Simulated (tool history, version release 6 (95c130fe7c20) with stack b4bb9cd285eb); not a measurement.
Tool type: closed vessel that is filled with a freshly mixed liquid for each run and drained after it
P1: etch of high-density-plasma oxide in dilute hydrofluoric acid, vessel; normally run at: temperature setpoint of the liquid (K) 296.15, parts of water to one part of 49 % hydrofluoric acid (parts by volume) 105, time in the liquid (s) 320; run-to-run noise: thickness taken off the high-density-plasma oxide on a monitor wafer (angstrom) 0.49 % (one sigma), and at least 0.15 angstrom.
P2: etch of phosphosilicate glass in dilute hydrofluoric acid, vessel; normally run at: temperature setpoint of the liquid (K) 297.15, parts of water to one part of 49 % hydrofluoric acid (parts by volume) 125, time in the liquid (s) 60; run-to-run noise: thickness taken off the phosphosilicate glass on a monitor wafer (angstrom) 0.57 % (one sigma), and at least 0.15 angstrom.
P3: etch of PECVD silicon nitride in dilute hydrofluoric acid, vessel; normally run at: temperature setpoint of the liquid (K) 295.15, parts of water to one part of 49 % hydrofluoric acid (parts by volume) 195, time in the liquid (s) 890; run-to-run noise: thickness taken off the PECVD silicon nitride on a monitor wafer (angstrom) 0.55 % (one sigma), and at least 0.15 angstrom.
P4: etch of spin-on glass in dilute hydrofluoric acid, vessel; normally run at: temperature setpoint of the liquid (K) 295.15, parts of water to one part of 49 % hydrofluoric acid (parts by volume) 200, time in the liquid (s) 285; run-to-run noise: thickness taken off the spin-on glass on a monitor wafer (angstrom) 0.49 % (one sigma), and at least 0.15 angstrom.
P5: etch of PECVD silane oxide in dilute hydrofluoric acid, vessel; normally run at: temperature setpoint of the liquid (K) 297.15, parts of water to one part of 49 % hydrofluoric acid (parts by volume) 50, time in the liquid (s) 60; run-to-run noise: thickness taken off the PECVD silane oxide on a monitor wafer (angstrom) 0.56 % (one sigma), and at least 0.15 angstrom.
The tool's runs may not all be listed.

run,hour,process that ran,temperature setpoint of the liquid (K),parts of water to one part of 49 % hydrofluoric acid (parts by volume),time in the liquid (s),hours since the thermometer was replaced,hours since the hydrofluoric acid flow meter was replaced,thickness taken off the high-density-plasma oxide on a monitor wafer (angstrom),thickness taken off the phosphosilicate glass on a monitor wafer (angstrom),thickness taken off the PECVD silicon nitride on a monitor wafer (angstrom),thickness taken off the PECVD silane oxide on a monitor wafer (angstrom),thickness taken off the spin-on glass on a monitor wafer (angstrom)
1,10.3,P1,296.15,105,320,422.2,792.7,186.01,,,,
2,20.5,P2,297.15,60,60,432.4,802.9,,687.3,,,
3,33,P1,290.65,185,320,444.9,815.4,78.452,,,,
4,40.2,P3,295.15,195,55,452.1,822.6,,,7.7013,,
5,51.2,P3,290.15,195,890,463.1,833.6,,,91.118,,
6,60.3,P1,296.15,185,320,472.2,842.7,96.526,,,,
7,68.1,P2,297.15,125,60,480,850.5,,302.23,,,
8,74.6,P2,297.15,125,60,486.5,857,,304.06,,,
9,86,P5,297.15,25,60,497.9,868.4,,,,535.96,
10,94.4,P4,295.15,200,470,506.3,876.8,,,,,594.16
11,106.1,P1,296.15,105,320,518,888.5,185.13,,,,
12,117.4,P1,296.15,105,85,529.3,899.8,49.338,,,,
13,129.1,P1,296.15,105,320,541,911.5,185.54,,,,
14,137.9,P1,296.15,65,320,549.8,920.3,315.48,,,,
15,149.3,P2,302.15,125,60,561.2,931.7,,365.07,,,
16,159.5,P3,295.15,280,890,571.4,941.9,,,88.807,,
17,168.9,P3,295.15,195,890,580.8,951.3,,,125.32,,
18,176.2,P5,297.15,50,60,588.1,958.6,,,,260.02,
19,184.1,P2,297.15,125,105,596,966.5,,534.28,,,
20,191.7,P5,297.15,50,60,603.6,974.1,,,,261.8,
21,201.2,P4,302.15,200,285,613.1,983.6,,,,,464.27
22,210.4,P4,295.15,200,285,622.3,992.8,,,,,359.18
23,220.6,P4,295.15,290,285,632.5,1003,,,,,227.07
24,227.2,P1,296.15,105,320,639.1,1009.6,185.44,,,,
25,238.8,P1,290.65,105,320,650.7,1021.2,148.06,,,,
26,246.8,P1,296.15,105,320,658.7,1029.2,184.62,,,,
27,255.1,P1,304.15,105,320,667,1037.5,252.33,,,,
28,264.3,P5,297.15,50,30,676.2,1046.7,,,,128.07,
29,277.1,P4,295.15,200,285,689,1059.5,,,,,359.37
30,286.7,P5,292.65,50,60,698.6,1069.1,,,,213.87,
31,298.6,P1,296.15,105,545,710.5,1081,319.27,,,,
32,306.4,P1,296.15,105,320,718.3,1088.8,185.06,,,,
33,316.8,P1,296.15,105,320,728.7,1099.2,188.73,,,,
34,327.8,P1,296.15,105,320,739.7,1110.2,193.24,,,,
35,337.5,P1,296.15,105,320,749.4,1119.9,193.05,,,,
36,344.6,P1,296.15,105,320,756.5,1127,194.76,,,,
37,353.6,P1,296.15,105,320,765.5,1136,194.5,,,,
38,363.9,P1,296.15,105,320,775.8,1146.3,196.97,,,,
39,371.5,P1,296.15,105,320,783.4,1153.9,194.62,,,,
40,381.7,P1,296.15,105,320,793.6,1164.1,197.48,,,,
41,392.8,P1,296.15,105,320,804.7,1175.2,198.84,,,,
42,399,P1,296.15,105,320,810.9,1181.4,196.61,,,,
43,407.7,P1,296.15,105,320,819.6,1190.1,198.39,,,,

What P1 gives has crept off from where it sat before. The 2 causes that follow fit the log equally well, each at the size noted:
A: liquid hotter than its thermometer reads (K) = 1.43
B: hydrofluoric acid flow above the setpoint (%) = 5.16
The drift started at roughly hour 306.4.

4 check runs are offered, one wafer each, their results left as question marks. Which one tells the causes apart?
check 1,416.4,P3,295.15,195,890,,,,,?,,
check 2,416.4,P4,295.15,200,285,,,,,,,?
check 3,416.4,P2,297.15,125,60,,,,?,,,
check 4,416.4,P5,297.15,50,60,,,,,,?,

Outcome of each check run for each possible cause:
check,result,if A,if B
check 1,thickness taken off the PECVD silicon nitride on a monitor wafer (angstrom),139.08,133.31
check 2,thickness taken off the spin-on glass on a monitor wafer (angstrom),378.31,380.9
check 3,thickness taken off the phosphosilicate glass on a monitor wafer (angstrom),322.47,323.22
check 4,thickness taken off the PECVD silane oxide on a monitor wafer (angstrom),275.14,273.76
Per check, the gap between the least separated pair of causes, taken in the result that splits them most: check 1 4.23 %; check 2 0.68 %; check 3 0.23 %; check 4 0.5 %
Check 1 is the one run that separates the causes; every other check would come out nearly the same whichever cause is at work.

Check 1 was then run and gave: thickness taken off the PECVD silicon nitride on a monitor wafer (angstrom) 134.56. Which cause is it?

The correct cause is B, namely: hydrofluoric acid flow above the setpoint (%).
